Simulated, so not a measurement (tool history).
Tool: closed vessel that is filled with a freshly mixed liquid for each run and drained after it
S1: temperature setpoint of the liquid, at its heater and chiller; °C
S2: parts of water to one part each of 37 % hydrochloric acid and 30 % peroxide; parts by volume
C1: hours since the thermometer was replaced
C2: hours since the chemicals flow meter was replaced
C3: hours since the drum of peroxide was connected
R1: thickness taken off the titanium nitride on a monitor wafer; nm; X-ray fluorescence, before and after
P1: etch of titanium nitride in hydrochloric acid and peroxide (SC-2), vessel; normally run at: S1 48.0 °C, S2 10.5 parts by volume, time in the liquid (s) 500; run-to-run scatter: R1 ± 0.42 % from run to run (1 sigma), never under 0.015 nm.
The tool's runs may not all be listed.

Run 1, hour 16.6: S1 48.0 °C, S2 10.5 parts by volume, time in the liquid (s) 500; C1 646.6; C2 584.2; C3 319.1. Result: R1 13.8960 nm.
Run 2, hour 27.9: S1 48.0 °C, S2 10.5 parts by volume, time in the liquid (s) 500; C1 657.9; C2 595.5; C3 330.4. Result: R1 13.9470 nm.
Run 3, hour 42.6: S1 48.0 °C, S2 10.5 parts by volume, time in the liquid (s) 870; C1 672.6; C2 610.2; C3 345.1. Result: R1 24.3950 nm.
Run 4, hour 52.0: S1 37.0 °C, S2 10.5 parts by volume, time in the liquid (s) 500; C1 682.0; C2 619.6; C3 354.5. Result: R1 6.4369 nm.
Run 5, hour 63.8: S1 48.0 °C, S2 10.5 parts by volume, time in the liquid (s) 500; C1 693.8; C2 631.4; C3 366.3. Result: R1 13.8680 nm.
Run 6, hour 73.8: S1 48.0 °C, S2 10.5 parts by volume, time in the liquid (s) 75; C1 703.8; C2 641.4; C3 376.3. Result: R1 2.0841 nm.
Run 7, hour 92.1: S1 48.0 °C, S2 10.5 parts by volume, time in the liquid (s) 500; C1 722.1; C2 659.7; C3 394.6. Result: R1 13.9520 nm.
Run 8, hour 101.7: S1 48.0 °C, S2 10.5 parts by volume, time in the liquid (s) 500; C1 731.7; C2 669.3; C3 404.2. Result: R1 14.0100 nm.
Run 9, hour 112.4: S1 62.0 °C, S2 10.5 parts by volume, time in the liquid (s) 500; C1 742.4; C2 680.0; C3 414.9. Result: R1 34.1700 nm.
Run 10, hour 125.4: S1 48.0 °C, S2 10.5 parts by volume, time in the liquid (s) 500; C1 755.4; C2 693.0; C3 427.9. Result: R1 14.0160 nm.
Run 11, hour 138.4: S1 48.0 °C, S2 4.0 parts by volume, time in the liquid (s) 500; C1 768.4; C2 706.0; C3 440.9. Result: R1 29.0500 nm.
At hour 153.2: chemicals flow meter replaced.
Run 12, hour 154.3: S1 48.0 °C, S2 17.5 parts by volume, time in the liquid (s) 500; C1 784.3; C2 1.1; C3 456.8. Result: R1 8.8776 nm.
Run 13, hour 166.9: S1 48.0 °C, S2 10.5 parts by volume, time in the liquid (s) 500; C1 796.9; C2 13.7; C3 469.4. Result: R1 13.9410 nm.
Run 14, hour 185.6: S1 40.0 °C, S2 10.5 parts by volume, time in the liquid (s) 695; C1 815.6; C2 32.4; C3 488.1. Result: R1 11.2070 nm.
Run 15, hour 203.9: S1 58.5 °C, S2 10.5 parts by volume, time in the liquid (s) 145; C1 833.9; C2 50.7; C3 506.4. Result: R1 7.9741 nm.
Run 16, hour 222.2: S1 48.0 °C, S2 10.5 parts by volume, time in the liquid (s) 500; C1 852.2; C2 69.0; C3 524.7. Result: R1 13.8850 nm.
Run 17, hour 232.1: S1 48.0 °C, S2 10.5 parts by volume, time in the liquid (s) 500; C1 862.1; C2 78.9; C3 534.6. Result: R1 14.2030 nm.
Run 18, hour 248.9: S1 48.0 °C, S2 10.5 parts by volume, time in the liquid (s) 500; C1 878.9; C2 95.7; C3 551.4. Result: R1 14.5590 nm.
Run 19, hour 259.0: S1 48.0 °C, S2 10.5 parts by volume, time in the liquid (s) 500; C1 889.0; C2 105.8; C3 561.5. Result: R1 14.7580 nm.
Run 20, hour 275.7: S1 48.0 °C, S2 10.5 parts by volume, time in the liquid (s) 500; C1 905.7; C2 122.5; C3 578.2. Result: R1 15.0070 nm.
Run 21, hour 288.2: S1 48.0 °C, S2 10.5 parts by volume, time in the liquid (s) 500; C1 918.2; C2 135.0; C3 590.7. Result: R1 15.0600 nm.
Run 22, hour 303.0: S1 48.0 °C, S2 10.5 parts by volume, time in the liquid (s) 500; C1 933.0; C2 149.8; C3 605.5. Result: R1 15.0620 nm.
Run 23, hour 317.8: S1 48.0 °C, S2 10.5 parts by volume, time in the liquid (s) 500; C1 947.8; C2 164.6; C3 620.3. Result: R1 15.0920 nm.
Run 24, hour 328.4: S1 48.0 °C, S2 10.5 parts by volume, time in the liquid (s) 500; C1 958.4; C2 175.2; C3 630.9. Result: R1 15.1720 nm.
Run 25, hour 338.1: S1 48.0 °C, S2 10.5 parts by volume, time in the liquid (s) 500; C1 968.1; C2 184.9; C3 640.6. Result: R1 15.2450 nm.
Run 26, hour 356.5: S1 48.0 °C, S2 10.5 parts by volume, time in the liquid (s) 500; C1 986.5; C2 203.3; C3 659.0. Result: R1 15.0530 nm.
Run 27, hour 366.6: S1 48.0 °C, S2 10.5 parts by volume, time in the liquid (s) 500; C1 996.6; C2 213.4; C3 669.1. Result: R1 15.2960 nm.

The log shows P1 creeping away from where it was. Any of the 2 causes listed here, at the size stated for it, fits the log just as well as the others:
A: liquid hotter than its thermometer reads (K) = 1.31
B: chemicals flow above the setpoint (%) = 11.1
The creep began at about hour 222.2.
The rest of the possible causes, and what rules out each one:
peroxide weaker than its label (%): limited to 8, which would change R1 by -7.4 %, either short of the creep or opposite in sign

Consider the 4 check runs below, whose results appear as question marks and each of which averages 2 wafers. Which one distinguishes the causes, in that each cause would give it a clearly different result?
Run check 1, hour 376.7: S1 55.0 °C, S2 10.5 parts by volume, time in the liquid (s) 500. Result: R1 ?.
Run check 2, hour 376.7: S1 38.5 °C, S2 17.0 parts by volume, time in the liquid (s) 500. Result: R1 ?.
Run check 3, hour 376.7: S1 61.0 °C, S2 10.5 parts by volume, time in the liquid (s) 500. Result: R1 ?.
Run check 4, hour 376.7: S1 38.5 °C, S2 4.5 parts by volume, time in the liquid (s) 500. Result: R1 ?.

How each check would come out, cause by cause:
  check  result     if A     if B
check 1      R1  24.1000  24.1790
check 2      R1   5.2033   5.2038
check 3      R1  35.1710  35.3920
check 4      R1  15.2100  14.8820
Minimum pairwise separation of causes per check, each pair taken at its best-separating result: check 1 0.33 %; check 2 0.01 %; check 3 0.63 %; check 4 2.18 %
Check 4 is the one run that separates the causes; every other check would come out nearly the same whichever cause is at work.

Here is what check 4 returned: R1 15.1550 nm. Which cause is it?

Of the candidate causes, it is A: liquid hotter than its thermometer reads (K).
